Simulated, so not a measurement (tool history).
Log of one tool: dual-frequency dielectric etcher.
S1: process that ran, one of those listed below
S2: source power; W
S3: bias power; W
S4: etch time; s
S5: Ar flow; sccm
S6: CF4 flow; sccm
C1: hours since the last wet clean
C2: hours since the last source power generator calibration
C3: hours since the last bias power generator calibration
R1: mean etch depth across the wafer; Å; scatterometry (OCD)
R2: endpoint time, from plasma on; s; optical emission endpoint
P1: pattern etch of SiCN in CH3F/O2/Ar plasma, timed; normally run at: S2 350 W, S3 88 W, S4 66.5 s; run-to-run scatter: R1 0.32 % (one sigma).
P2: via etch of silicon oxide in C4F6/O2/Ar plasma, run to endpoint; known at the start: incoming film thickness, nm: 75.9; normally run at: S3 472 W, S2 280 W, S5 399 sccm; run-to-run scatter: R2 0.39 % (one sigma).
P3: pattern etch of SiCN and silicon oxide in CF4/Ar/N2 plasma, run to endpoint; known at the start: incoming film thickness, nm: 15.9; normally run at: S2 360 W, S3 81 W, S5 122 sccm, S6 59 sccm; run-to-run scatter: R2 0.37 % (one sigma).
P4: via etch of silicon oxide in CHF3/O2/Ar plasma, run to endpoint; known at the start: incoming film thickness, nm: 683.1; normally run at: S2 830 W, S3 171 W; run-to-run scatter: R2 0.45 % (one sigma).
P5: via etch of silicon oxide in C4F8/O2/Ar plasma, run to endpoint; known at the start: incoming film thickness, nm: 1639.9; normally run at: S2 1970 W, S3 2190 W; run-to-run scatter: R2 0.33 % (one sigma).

Run 1, hour 11.1: S1 P1, S2 350 W, S3 88 W, S4 66.5 s; C1 515.3; C2 795.3; C3 1300.9. Result: R1 254.17 Å.
Run 2, hour 21.3: S1 P3, S2 360 W, S3 81 W, S5 122 sccm, S6 43 sccm; C1 525.5; C2 805.5; C3 1311.1. Result: R2 24.169 s.
Run 3, hour 29.7: S1 P3, S2 360 W, S3 62 W, S5 122 sccm, S6 59 sccm; C1 533.9; C2 813.9; C3 1319.5. Result: R2 25.635 s.
Run 4, hour 37.4: S1 P1, S2 350 W, S3 88 W, S4 66.5 s; C1 541.6; C2 821.6; C3 1327.2. Result: R1 254.92 Å.
Run 5, hour 49.8: S1 P1, S2 350 W, S3 88 W, S4 66.5 s; C1 554; C2 834; C3 1339.6. Result: R1 254.22 Å.
Run 6, hour 60: S1 P5, S2 1210 W, S3 2190 W; C1 564.2; C2 844.2; C3 1349.8. Result: R2 378.79 s.
Run 7, hour 68.2: S1 P2, S2 280 W, S3 472 W, S5 399 sccm; C1 572.4; C2 852.4; C3 1358. Result: R2 20.676 s.
Run 8, hour 75.4: S1 P3, S2 360 W, S3 81 W, S5 72 sccm, S6 59 sccm; C1 579.6; C2 859.6; C3 1365.2. Result: R2 21.48 s.
Run 9, hour 87.2: S1 P1, S2 350 W, S3 55 W, S4 66.5 s; C1 591.4; C2 871.4; C3 1377. Result: R1 215.18 Å.
Run 10, hour 96.3: S1 P5, S2 1970 W, S3 2190 W; C1 600.5; C2 880.5; C3 1386.1. Result: R2 314.85 s.
Run 11, hour 107.4: S1 P2, S2 280 W, S3 602 W, S5 399 sccm; C1 611.6; C2 891.6; C3 1397.2. Result: R2 18.858 s.
Run 12, hour 120.9: S1 P4, S2 830 W, S3 104 W; C1 625.1; C2 905.1; C3 1410.7. Result: R2 362.49 s.
Run 13, hour 133.3: S1 P1, S2 350 W, S3 88 W, S4 66.5 s; C1 637.5; C2 917.5; C3 1423.1. Result: R1 254.39 Å.
Run 14, hour 142.2: S1 P4, S2 830 W, S3 171 W; C1 646.4; C2 926.4; C3 1432. Result: R2 310.13 s.
Run 15, hour 148.4: S1 P3, S2 510 W, S3 81 W, S5 122 sccm, S6 59 sccm; C1 652.6; C2 932.6; C3 1438.2. Result: R2 17.156 s.
Run 16, hour 156.1: S1 P1, S2 210 W, S3 88 W, S4 66.5 s; C1 660.3; C2 940.3; C3 1445.9. Result: R1 210.22 Å.
Run 17, hour 167.7: S1 P2, S2 280 W, S3 472 W, S5 399 sccm; C1 671.9; C2 951.9; C3 1457.5. Result: R2 20.514 s.
Run 18, hour 177.5: S1 P1, S2 460 W, S3 88 W, S4 66.5 s; C1 681.7; C2 961.7; C3 1467.3. Result: R1 282.07 Å.
Run 19, hour 183.7: S1 P2, S2 170 W, S3 472 W, S5 399 sccm; C1 687.9; C2 967.9; C3 1473.5. Result: R2 24.598 s.
Run 20, hour 194.2: S1 P5, S2 1970 W, S3 1395 W; C1 698.4; C2 978.4; C3 1484. Result: R2 354.13 s.
Run 21, hour 203.2: S1 P1, S2 350 W, S3 112 W, S4 66.5 s; C1 707.4; C2 987.4; C3 1493. Result: R1 279.57 Å.
Run 22, hour 211.4: S1 P4, S2 990 W, S3 171 W; C1 715.6; C2 995.6; C3 1501.2. Result: R2 289.04 s.
Run 23, hour 221.9: S1 P2, S2 280 W, S3 472 W, S5 238 sccm; C1 726.1; C2 1006.1; C3 1511.7. Result: R2 19.367 s.
Run 24, hour 233.6: S1 P1, S2 350 W, S3 63 W, S4 39.5 s; C1 737.8; C2 1017.8; C3 1523.4. Result: R1 133.93 Å.
Run 25, hour 240.6: S1 P1, S2 350 W, S3 88 W, S4 40.5 s; C1 744.8; C2 1024.8; C3 1530.4. Result: R1 155.35 Å.
Run 26, hour 250.5: S1 P3, S2 360 W, S3 81 W, S5 122 sccm, S6 59 sccm; C1 754.7; C2 1034.7; C3 1540.3. Result: R2 23.113 s.
Run 27, hour 263.4: S1 P1, S2 350 W, S3 88 W, S4 81.5 s; C1 767.6; C2 1047.6; C3 1553.2. Result: R1 310.65 Å.
Run 28, hour 272: S1 P4, S2 830 W, S3 171 W; C1 776.2; C2 1056.2; C3 1561.8. Result: R2 308.61 s.
Run 29, hour 282.2: S1 P1, S2 350 W, S3 88 W, S4 66.5 s; C1 786.4; C2 1066.4; C3 1572. Result: R1 254.58 Å.
Run 30, hour 288.9: S1 P1, S2 350 W, S3 88 W, S4 66.5 s; C1 793.1; C2 1073.1; C3 1578.7. Result: R1 253.97 Å.
Run 31, hour 300: S1 P1, S2 350 W, S3 88 W, S4 66.5 s; C1 804.2; C2 1084.2; C3 1589.8. Result: R1 252.79 Å.
Run 32, hour 310.5: S1 P1, S2 350 W, S3 88 W, S4 66.5 s; C1 814.7; C2 1094.7; C3 1600.3. Result: R1 252.48 Å.
Run 33, hour 321.6: S1 P1, S2 350 W, S3 88 W, S4 66.5 s; C1 825.8; C2 1105.8; C3 1611.4. Result: R1 253.41 Å.
Run 34, hour 333.2: S1 P1, S2 350 W, S3 88 W, S4 66.5 s; C1 837.4; C2 1117.4; C3 1623. Result: R1 252.2 Å.
Run 35, hour 339.4: S1 P1, S2 350 W, S3 88 W, S4 66.5 s; C1 843.6; C2 1123.6; C3 1629.2. Result: R1 251.69 Å.
At hour 345.4: wet clean of the chamber.
Run 36, hour 346.8: S1 P1, S2 350 W, S3 88 W, S4 66.5 s; C1 1.5; C2 1131; C3 1636.6. Result: R1 252.54 Å.
Run 37, hour 358.1: S1 P1, S2 350 W, S3 88 W, S4 66.5 s; C1 12.8; C2 1142.3; C3 1647.9. Result: R1 250.91 Å.
Run 38, hour 366.3: S1 P1, S2 350 W, S3 88 W, S4 66.5 s; C1 21; C2 1150.5; C3 1656.1. Result: R1 251.27 Å.
Run 39, hour 376.4: S1 P1, S2 350 W, S3 88 W, S4 66.5 s; C1 31.1; C2 1160.6; C3 1666.2. Result: R1 252.17 Å.
Run 40, hour 387.3: S1 P1, S2 350 W, S3 88 W, S4 66.5 s; C1 42; C2 1171.5; C3 1677.1. Result: R1 250.71 Å.
Run 41, hour 400: S1 P1, S2 350 W, S3 88 W, S4 66.5 s; C1 54.7; C2 1184.2; C3 1689.8. Result: R1 251.94 Å.

What P1 gives has crept away from where it was. These 2 causes fit the log equally well, each at the size given:
A: bias power that arrives under what is set, % = 4.17
B: source power that arrives under what is set, % = 4.17
The creep began at about hour 288.9.
Why every other cause is out:
chamber walls in a state that lowers the etch rate, %: serviced at hour 345.4, which brought nothing back

4 check runs are offered, each on 2 wafers whose results are averaged, their results left as question marks. Which one tells the causes apart?
Run check 1, hour 412.7: S1 P3, S2 450 W, S3 81 W, S5 122 sccm, S6 59 sccm. Result: R2 ?.
Run check 2, hour 412.7: S1 P2, S2 220 W, S3 596 W, S5 399 sccm. Result: R2 ?.
Run check 3, hour 412.7: S1 P4, S2 830 W, S3 135 W. Result: R2 ?.
Run check 4, hour 412.7: S1 P5, S2 1520 W, S3 1578 W. Result: R2 ?.

What each check would give under each cause:
  check  result    if A    if B
check 1      R2  19.302  19.724
check 2      R2  20.862  20.836
check 3      R2  337.75  338.99
check 4      R2  385.87  387.96
How far apart the two closest causes lie, in the result that separates them most: check 1 2.17 %; check 2 0.13 %; check 3 0.37 %; check 4 0.54 %
Only check 1 tells the causes apart: in the others they would give nearly the same result.

Then check 1 was run and gave: R2 19.761 s. Which cause is it?

It is B: source power that arrives under what is set, %.
